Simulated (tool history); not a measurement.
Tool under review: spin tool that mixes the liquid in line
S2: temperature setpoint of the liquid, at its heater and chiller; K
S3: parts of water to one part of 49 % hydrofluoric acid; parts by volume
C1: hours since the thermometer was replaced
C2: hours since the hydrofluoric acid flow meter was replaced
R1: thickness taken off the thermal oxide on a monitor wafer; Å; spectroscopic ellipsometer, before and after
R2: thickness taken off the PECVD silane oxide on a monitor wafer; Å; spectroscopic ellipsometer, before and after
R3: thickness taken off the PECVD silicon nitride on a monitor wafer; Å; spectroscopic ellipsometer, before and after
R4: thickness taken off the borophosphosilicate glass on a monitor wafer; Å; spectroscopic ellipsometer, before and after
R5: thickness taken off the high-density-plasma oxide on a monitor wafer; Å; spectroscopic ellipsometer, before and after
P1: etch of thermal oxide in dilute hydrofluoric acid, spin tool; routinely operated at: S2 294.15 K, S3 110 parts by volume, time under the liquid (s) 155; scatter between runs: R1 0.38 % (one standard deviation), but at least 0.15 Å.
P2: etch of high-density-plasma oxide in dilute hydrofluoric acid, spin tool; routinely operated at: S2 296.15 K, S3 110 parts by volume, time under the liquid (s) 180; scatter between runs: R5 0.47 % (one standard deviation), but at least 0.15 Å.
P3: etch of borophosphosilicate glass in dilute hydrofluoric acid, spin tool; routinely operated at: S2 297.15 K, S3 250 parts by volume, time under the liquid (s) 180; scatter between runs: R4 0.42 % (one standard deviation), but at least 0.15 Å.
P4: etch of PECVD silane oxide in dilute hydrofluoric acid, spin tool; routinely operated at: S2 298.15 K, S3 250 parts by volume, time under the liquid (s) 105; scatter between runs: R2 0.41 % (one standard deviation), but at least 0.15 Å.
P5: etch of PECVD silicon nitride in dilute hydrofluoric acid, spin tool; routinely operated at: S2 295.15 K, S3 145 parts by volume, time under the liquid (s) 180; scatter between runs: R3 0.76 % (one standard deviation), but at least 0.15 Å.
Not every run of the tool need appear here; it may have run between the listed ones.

run 1 hour=8.2 | process_that_ran=P1 S2=294.15 S3=110 time_under_the_liquid_(s)=155 | C1=424.3 C2=670.8 | R1=61.022
run 2 hour=23.3 | process_that_ran=P1 S2=294.15 S3=185 time_under_the_liquid_(s)=155 | C1=439.4 C2=685.9 | R1=33.691
run 3 hour=34.5 | process_that_ran=P4 S2=298.15 S3=75 time_under_the_liquid_(s)=105 | C1=450.6 C2=697.1 | R2=541.85
run 4 hour=48.4 | process_that_ran=P5 S2=295.15 S3=145 time_under_the_liquid_(s)=180 | C1=464.5 C2=711 | R3=36.09
run 5 hour=64 | process_that_ran=P3 S2=305.65 S3=250 time_under_the_liquid_(s)=180 | C1=480.1 C2=726.6 | R4=427.17
run 6 hour=78.2 | process_that_ran=P2 S2=296.15 S3=110 time_under_the_liquid_(s)=20 | C1=494.3 C2=740.8 | R5=8.8213
run 7 hour=86.6 | process_that_ran=P1 S2=299.15 S3=110 time_under_the_liquid_(s)=155 | C1=502.7 C2=749.2 | R1=74.524
run 8 hour=102.4 | process_that_ran=P5 S2=300.15 S3=145 time_under_the_liquid_(s)=180 | C1=518.5 C2=765 | R3=49.922
run 9 hour=118 | process_that_ran=P3 S2=297.15 S3=250 time_under_the_liquid_(s)=310 | C1=534.1 C2=780.6 | R4=552.39
run 10 hour=126.1 | process_that_ran=P5 S2=295.15 S3=145 time_under_the_liquid_(s)=15 | C1=542.2 C2=788.7 | R3=3.2014
run 11 hour=141.2 | process_that_ran=P1 S2=294.15 S3=110 time_under_the_liquid_(s)=155 | C1=557.3 C2=803.8 | R1=61.436
run 12 hour=152.2 | process_that_ran=P4 S2=290.15 S3=250 time_under_the_liquid_(s)=105 | C1=568.3 C2=814.8 | R2=98.506
run 13 hour=161.8 | process_that_ran=P1 S2=290.15 S3=110 time_under_the_liquid_(s)=155 | C1=577.9 C2=824.4 | R1=52.111
run 14 hour=170.1 | process_that_ran=P5 S2=295.15 S3=145 time_under_the_liquid_(s)=180 | C1=586.2 C2=832.7 | R3=36.766
run 15 hour=178 | process_that_ran=P1 S2=290.15 S3=55 time_under_the_liquid_(s)=155 | C1=594.1 C2=840.6 | R1=109.73
run 16 hour=191.1 | process_that_ran=P2 S2=290.15 S3=110 time_under_the_liquid_(s)=180 | C1=607.2 C2=853.7 | R5=61.847
run 17 hour=199.7 | process_that_ran=P5 S2=295.15 S3=65 time_under_the_liquid_(s)=180 | C1=615.8 C2=862.3 | R3=80.155
run 18 hour=209.7 | process_that_ran=P3 S2=297.15 S3=50 time_under_the_liquid_(s)=180 | C1=625.8 C2=872.3 | R4=2019.1
run 19 hour=222 | process_that_ran=P1 S2=294.15 S3=110 time_under_the_liquid_(s)=15 | C1=638.1 C2=884.6 | R1=5.8019
run 20 hour=233.1 | process_that_ran=P3 S2=297.15 S3=250 time_under_the_liquid_(s)=180 | C1=649.2 C2=895.7 | R4=318.75
run 21 hour=240.8 | process_that_ran=P1 S2=294.15 S3=110 time_under_the_liquid_(s)=155 | C1=656.9 C2=903.4 | R1=61.572
run 22 hour=250.2 | process_that_ran=P2 S2=296.15 S3=190 time_under_the_liquid_(s)=180 | C1=666.3 C2=912.8 | R5=41.438
run 23 hour=263.9 | process_that_ran=P2 S2=296.15 S3=110 time_under_the_liquid_(s)=180 | C1=680 C2=926.5 | R5=78.601
run 24 hour=272.2 | process_that_ran=P1 S2=294.15 S3=110 time_under_the_liquid_(s)=250 | C1=688.3 C2=934.8 | R1=98.169
run 25 hour=281 | process_that_ran=P1 S2=294.15 S3=35 time_under_the_liquid_(s)=155 | C1=697.1 C2=943.6 | R1=210.36
run 26 hour=291.7 | process_that_ran=P1 S2=294.15 S3=110 time_under_the_liquid_(s)=155 | C1=707.8 C2=954.3 | R1=60.935
run 27 hour=303.7 | process_that_ran=P4 S2=298.15 S3=250 time_under_the_liquid_(s)=105 | C1=719.8 C2=966.3 | R2=131.59
run 28 hour=311.2 | process_that_ran=P4 S2=298.15 S3=250 time_under_the_liquid_(s)=20 | C1=727.3 C2=973.8 | R2=24.913
run 29 hour=326.5 | process_that_ran=P1 S2=294.15 S3=110 time_under_the_liquid_(s)=155 | C1=742.6 C2=989.1 | R1=60.562
run 30 hour=340.3 | process_that_ran=P1 S2=298.15 S3=170 time_under_the_liquid_(s)=155 | C1=756.4 C2=1002.9 | R1=43.265
run 31 hour=350.9 | process_that_ran=P1 S2=294.15 S3=110 time_under_the_liquid_(s)=155 | C1=767 C2=1013.5 | R1=61.181
run 32 hour=364.8 | process_that_ran=P4 S2=298.15 S3=250 time_under_the_liquid_(s)=105 | C1=780.9 C2=1027.4 | R2=131.65
run 33 hour=372.2 | process_that_ran=P1 S2=294.15 S3=110 time_under_the_liquid_(s)=155 | C1=788.3 C2=1034.8 | R1=61.179
run 34 hour=385.6 | process_that_ran=P1 S2=294.15 S3=110 time_under_the_liquid_(s)=155 | C1=801.7 C2=1048.2 | R1=58.582
run 35 hour=398.6 | process_that_ran=P1 S2=294.15 S3=110 time_under_the_liquid_(s)=155 | C1=814.7 C2=1061.2 | R1=57.133
run 36 hour=408.5 | process_that_ran=P1 S2=294.15 S3=110 time_under_the_liquid_(s)=155 | C1=824.6 C2=1071.1 | R1=56.563
run 37 hour=416.8 | process_that_ran=P1 S2=294.15 S3=110 time_under_the_liquid_(s)=155 | C1=832.9 C2=1079.4 | R1=57.035
run 38 hour=427 | process_that_ran=P1 S2=294.15 S3=110 time_under_the_liquid_(s)=155 | C1=843.1 C2=1089.6 | R1=56.65
run 39 hour=435.9 | process_that_ran=P1 S2=294.15 S3=110 time_under_the_liquid_(s)=155 | C1=852 C2=1098.5 | R1=56.503

The log shows P1 creeping away from where it was. Any of the 2 causes listed here, at the size stated for it, fits the log just as well as the others:
A: hydrofluoric acid flow below the setpoint (%) = 6.96
B: liquid colder than its thermometer reads (K) = 2
The process output started creeping at around hour 372.2.

Of the 4 check runs below, each run on 2 wafers with the results averaged and each result still a question mark, which one would tell the listed causes apart?
run check 1 hour=444.8 | process_that_ran=P4 S2=298.15 S3=110 time_under_the_liquid_(s)=105 | R2=?
run check 2 hour=444.8 | process_that_ran=P5 S2=300.15 S3=145 time_under_the_liquid_(s)=180 | R3=?
run check 3 hour=444.8 | process_that_ran=P2 S2=296.15 S3=180 time_under_the_liquid_(s)=180 | R5=?
run check 4 hour=444.8 | process_that_ran=P3 S2=303.65 S3=55 time_under_the_liquid_(s)=180 | R4=?

Predicted outcomes, by check and by cause:
check=check_1 result=R2 if_A=325 if_B=326.18
check=check_2 result=R3 if_A=46.482 if_B=44.004
check=check_3 result=R5 if_A=40.662 if_B=41.071
check=check_4 result=R4 if_A=2185.4 if_B=2185.3
Minimum pairwise separation of causes per check, each pair taken at its best-separating result: check 1 0.36 %; check 2 5.48 %; check 3 1 %; check 4 0 %
Check 2 tells the causes apart: in the others they would give nearly the same result.

Then check 2 was run and gave: R3 46.231 Å. Which cause is it?

The correct cause is A, namely: hydrofluoric acid flow below the setpoint (%).
